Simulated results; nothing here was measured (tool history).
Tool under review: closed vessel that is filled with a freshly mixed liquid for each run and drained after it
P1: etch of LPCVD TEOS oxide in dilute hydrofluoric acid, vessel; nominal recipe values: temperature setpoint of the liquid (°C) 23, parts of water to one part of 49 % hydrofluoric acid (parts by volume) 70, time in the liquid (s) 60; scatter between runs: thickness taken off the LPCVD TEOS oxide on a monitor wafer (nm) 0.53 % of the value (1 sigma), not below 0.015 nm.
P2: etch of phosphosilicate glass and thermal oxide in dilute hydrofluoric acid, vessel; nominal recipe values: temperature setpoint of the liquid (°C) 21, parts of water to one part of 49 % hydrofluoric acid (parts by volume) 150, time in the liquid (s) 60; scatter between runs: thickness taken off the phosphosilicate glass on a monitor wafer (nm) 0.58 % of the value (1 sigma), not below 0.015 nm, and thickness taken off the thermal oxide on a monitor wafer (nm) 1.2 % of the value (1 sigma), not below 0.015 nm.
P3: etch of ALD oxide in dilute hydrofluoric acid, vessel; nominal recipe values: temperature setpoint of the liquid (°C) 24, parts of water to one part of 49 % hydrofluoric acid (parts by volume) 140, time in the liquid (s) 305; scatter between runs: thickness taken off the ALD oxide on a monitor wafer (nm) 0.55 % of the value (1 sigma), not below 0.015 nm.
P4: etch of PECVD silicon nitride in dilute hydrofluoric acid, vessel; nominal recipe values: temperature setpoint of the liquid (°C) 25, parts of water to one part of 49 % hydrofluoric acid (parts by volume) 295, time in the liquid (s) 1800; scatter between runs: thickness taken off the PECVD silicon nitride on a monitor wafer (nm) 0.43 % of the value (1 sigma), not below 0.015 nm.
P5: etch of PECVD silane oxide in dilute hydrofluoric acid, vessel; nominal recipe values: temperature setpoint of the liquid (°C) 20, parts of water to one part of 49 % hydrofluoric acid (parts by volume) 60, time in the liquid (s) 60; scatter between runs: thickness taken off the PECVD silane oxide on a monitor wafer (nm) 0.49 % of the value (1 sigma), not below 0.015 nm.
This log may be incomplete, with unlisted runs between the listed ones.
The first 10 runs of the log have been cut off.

run,hour,process that ran,temperature setpoint of the liquid (°C),parts of water to one part of 49 % hydrofluoric acid (parts by volume),time in the liquid (s),hours since the thermometer was replaced,hours since the hydrofluoric acid flow meter was replaced,thickness taken off the LPCVD TEOS oxide on a monitor wafer (nm),thickness taken off the PECVD silicon nitride on a monitor wafer (nm),thickness taken off the phosphosilicate glass on a monitor wafer (nm),thickness taken off the thermal oxide on a monitor wafer (nm),thickness taken off the ALD oxide on a monitor wafer (nm),thickness taken off the PECVD silane oxide on a monitor wafer (nm)
11,111.6,P1,17,70,110,297.0,276.9,68.847,,,,,
12,126.0,P1,23,70,60,311.4,291.3,48.230,,,,,
13,141.0,P4,25,295,1800,326.4,306.3,,35.845,,,,
14,154.4,P3,24,140,305,339.8,319.7,,,,,38.211,
15,162.4,P1,17,125,60,347.8,327.7,19.773,,,,,
16,176.0,P5,20,60,60,361.4,341.3,,,,,,44.899
17,186.3,P3,24,140,515,371.7,351.6,,,,,64.245,
18,196.5,P1,23,70,60,381.9,361.8,48.347,,,,,
19,211.1,P5,20,60,60,396.5,376.4,,,,,,44.648
20,222.2,P5,17,60,60,407.6,387.5,,,,,,39.733
21,237.3,P1,23,70,30,422.7,402.6,24.182,,,,,
22,251.9,P5,20,100,60,437.3,417.2,,,,,,25.639
# hour 259.2: hydrofluoric acid flow meter replaced
23,262.4,P2,17,150,60,447.8,3.2,,,36.011,1.42730,,
24,274.1,P2,21,150,60,459.5,14.9,,,43.068,1.62530,,
25,287.1,P3,24,210,305,472.5,27.9,,,,,23.231,
26,296.4,P2,21,150,30,481.8,37.2,,,21.456,0.81778,,
27,310.5,P1,23,40,60,495.9,51.3,87.231,,,,,

What will run 28 give?
28,319.9,P2,21,265,60,505.3,60.7,,,?,?,,

{"run 28": {"thickness taken off the phosphosilicate glass on a monitor wafer (nm)": 21.66, "thickness taken off the thermal oxide on a monitor wafer (nm)": 0.81619}}
